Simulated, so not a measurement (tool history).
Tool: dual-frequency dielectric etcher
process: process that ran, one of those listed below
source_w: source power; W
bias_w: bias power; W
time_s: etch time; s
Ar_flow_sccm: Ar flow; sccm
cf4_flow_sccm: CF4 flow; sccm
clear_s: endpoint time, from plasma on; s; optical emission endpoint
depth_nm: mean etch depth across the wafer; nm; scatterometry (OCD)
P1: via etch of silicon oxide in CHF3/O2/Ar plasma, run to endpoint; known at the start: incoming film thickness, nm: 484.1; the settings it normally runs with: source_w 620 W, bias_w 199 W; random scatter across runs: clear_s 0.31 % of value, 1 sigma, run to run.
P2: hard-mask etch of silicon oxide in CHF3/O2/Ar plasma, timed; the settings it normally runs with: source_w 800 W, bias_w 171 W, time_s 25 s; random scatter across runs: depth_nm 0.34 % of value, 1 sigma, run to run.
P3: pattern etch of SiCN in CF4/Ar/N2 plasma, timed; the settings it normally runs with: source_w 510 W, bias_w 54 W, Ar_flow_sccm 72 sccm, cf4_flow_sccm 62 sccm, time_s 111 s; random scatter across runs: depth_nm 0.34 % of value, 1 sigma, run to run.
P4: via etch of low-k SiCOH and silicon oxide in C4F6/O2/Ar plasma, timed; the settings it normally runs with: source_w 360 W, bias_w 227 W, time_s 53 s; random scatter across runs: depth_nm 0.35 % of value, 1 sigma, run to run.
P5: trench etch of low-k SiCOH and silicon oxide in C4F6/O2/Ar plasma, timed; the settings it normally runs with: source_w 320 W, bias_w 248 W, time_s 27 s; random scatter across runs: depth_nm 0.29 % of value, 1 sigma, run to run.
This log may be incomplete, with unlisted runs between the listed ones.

run   hour  process  source_w  bias_w  time_s  Ar_flow_sccm  cf4_flow_sccm  hours since the last wet clean  hours since the last source power generator calibration  hours since the last bias power generator calibration  clear_s  depth_nm
  1    7.4       P1       620     199                                                                208.7                                                     1685                                                 1049.7   234.08
  2   11.6       P5       320     248      39                                                        212.9                                                   1689.2                                                 1053.9             127.74
  3   17.4       P1       750     199                                                                218.7                                                     1695                                                 1059.7   218.09
  4     25       P3       510      54     111            47             62                           226.3                                                   1702.6                                                 1067.3             103.69
  5   32.4       P4       360     291      53                                                        233.7                                                     1710                                                 1074.7             152.42
  6   37.9       P1       620     199                                                                239.2                                                   1715.5                                                 1080.2   235.31
  7   41.9       P3       330      54     111            72             62                           243.2                                                   1719.5                                                 1084.2             66.616
  8     48       P5       390     248      27                                                        249.3                                                   1725.6                                                 1090.3             94.729
  9     54       P4       360     227      66                                                        255.3                                                   1731.6                                                 1096.3             175.09
 10     62       P5       320     351      27                                                        263.3                                                   1739.6                                                 1104.3             99.701
 11   67.2       P4       360     227      53                                                        268.5                                                   1744.8                                                 1109.5             139.37
 12   74.5       P5       320     248      27                                                        275.8                                                   1752.1                                                 1116.8             88.216
 13   79.7       P2       800     171      25                                                          281                                                   1757.3                                                   1122             54.206
 14   87.4       P3       510      68     111            72             62                           288.7                                                     1765                                                 1129.7             105.05
 15   91.5       P1       620     199                                                                292.8                                                   1769.1                                                 1133.8   234.14
 16     95       P3       510      54   158.5            72             62                           296.3                                                   1772.6                                                 1137.3             140.66
 17   99.7       P1       620     131                                                                  301                                                   1777.3                                                   1142   269.39
     100.4  -- bias power generator calibrated
 18  105.2       P4       450     227      53                                                        306.5                                                   1782.8                                                    4.8             152.57
 19  110.8       P1       450     199                                                                312.1                                                   1788.4                                                   10.4   265.47
 20  115.5       P3       510      54     111            72             62                           316.8                                                   1793.1                                                   15.1             98.376
 21  121.9       P3       510      54     111            72             47                           323.2                                                   1799.5                                                   21.5             93.571
 22  126.8       P4       360     227      53                                                        328.1                                                   1804.4                                                   26.4             140.17
 23  130.6       P2       570     171      25                                                        331.9                                                   1808.2                                                   30.2             47.461
 24  135.3       P2       800     171      25                                                        336.6                                                   1812.9                                                   34.9             54.527
 25  141.7       P1       620     199                                                                  343                                                   1819.3                                                   41.3   234.69
 26  148.4       P1       430     148                                                                349.7                                                     1826                                                     48   298.07
 27  155.2       P1       620     199                                                                356.5                                                   1832.8                                                   54.8   233.43
 28  158.6       P2       800     171    37.5                                                        359.9                                                   1836.2                                                   58.2             81.464
 29  163.9       P1       620     260                                                                365.2                                                   1841.5                                                   63.5   212.85
 30  168.7       P2       800     238      25                                                          370                                                   1846.3                                                   68.3             60.326
 31  173.6       P1       620     199                                                                374.9                                                   1851.2                                                   73.2   233.96
 32  178.6       P1       620     199                                                                379.9                                                   1856.2                                                   78.2   232.29
 33  185.5       P1       620     199                                                                386.8                                                   1863.1                                                   85.1   232.67
 34  192.1       P1       620     199                                                                393.4                                                   1869.7                                                   91.7   233.34
 35  198.2       P1       620     199                                                                399.5                                                   1875.8                                                   97.8   231.47
     202.4  -- wet clean of the chamber
 36  202.9       P1       620     199                                                                  0.6                                                   1880.5                                                  102.5   231.29
 37  210.5       P1       620     199                                                                  8.2                                                   1888.1                                                  110.1   231.36
 38  214.8       P1       620     199                                                                 12.5                                                   1892.4                                                  114.4   230.51
 39  222.1       P1       620     199                                                                 19.8                                                   1899.7                                                  121.7   230.18
 40  228.1       P1       620     199                                                                 25.8                                                   1905.7                                                  127.7   230.51

What P1 gives has crept away from where it was. These 2 causes fit the log equally well, each at the size given:
A: source power that arrives over what is set, % = 4.19
B: bias power that arrives over what is set, % = 4.65
The gradual shift began around hour 173.6.
Ruled out, with reasons:
chamber walls in a state that raises the etch rate, %: serviced after onset, at hour 202.4, with no recovery of the prior output

You are offered 4 check runs, listed below with question marks in place of their results; each one averages 2 wafers. Which run separates the listed causes by giving clearly different results for each?
check 1  234.1       P4       360     271      64                                                                                                                                                                                               ?
check 2  234.1       P3       370      54     111            47             62                                                                                                                                                                  ?
check 3  234.1       P2       590     171      37                                                                                                                                                                                               ?
check 4  234.1       P5       380     248      27                                                                                                                                                                                               ?

Check results expected under each cause:
  check    result    if A    if B
check 1  depth_nm  182.28  182.31
check 2  depth_nm  81.298  79.456
check 3  depth_nm  72.531  72.492
check 4  depth_nm  95.383  95.359
Gap, in per cent, between the two causes that each check separates least, read from the result that separates them most: check 1 0.01 %; check 2 2.29 %; check 3 0.05 %; check 4 0.02 %
The other checks would show nearly matching results whichever cause is true, so check 2 is the only one that separates the causes.

Then check 2 was run and gave: depth_nm 79.509 nm. Which cause is it?

It was cause B: bias power that arrives over what is set, %.

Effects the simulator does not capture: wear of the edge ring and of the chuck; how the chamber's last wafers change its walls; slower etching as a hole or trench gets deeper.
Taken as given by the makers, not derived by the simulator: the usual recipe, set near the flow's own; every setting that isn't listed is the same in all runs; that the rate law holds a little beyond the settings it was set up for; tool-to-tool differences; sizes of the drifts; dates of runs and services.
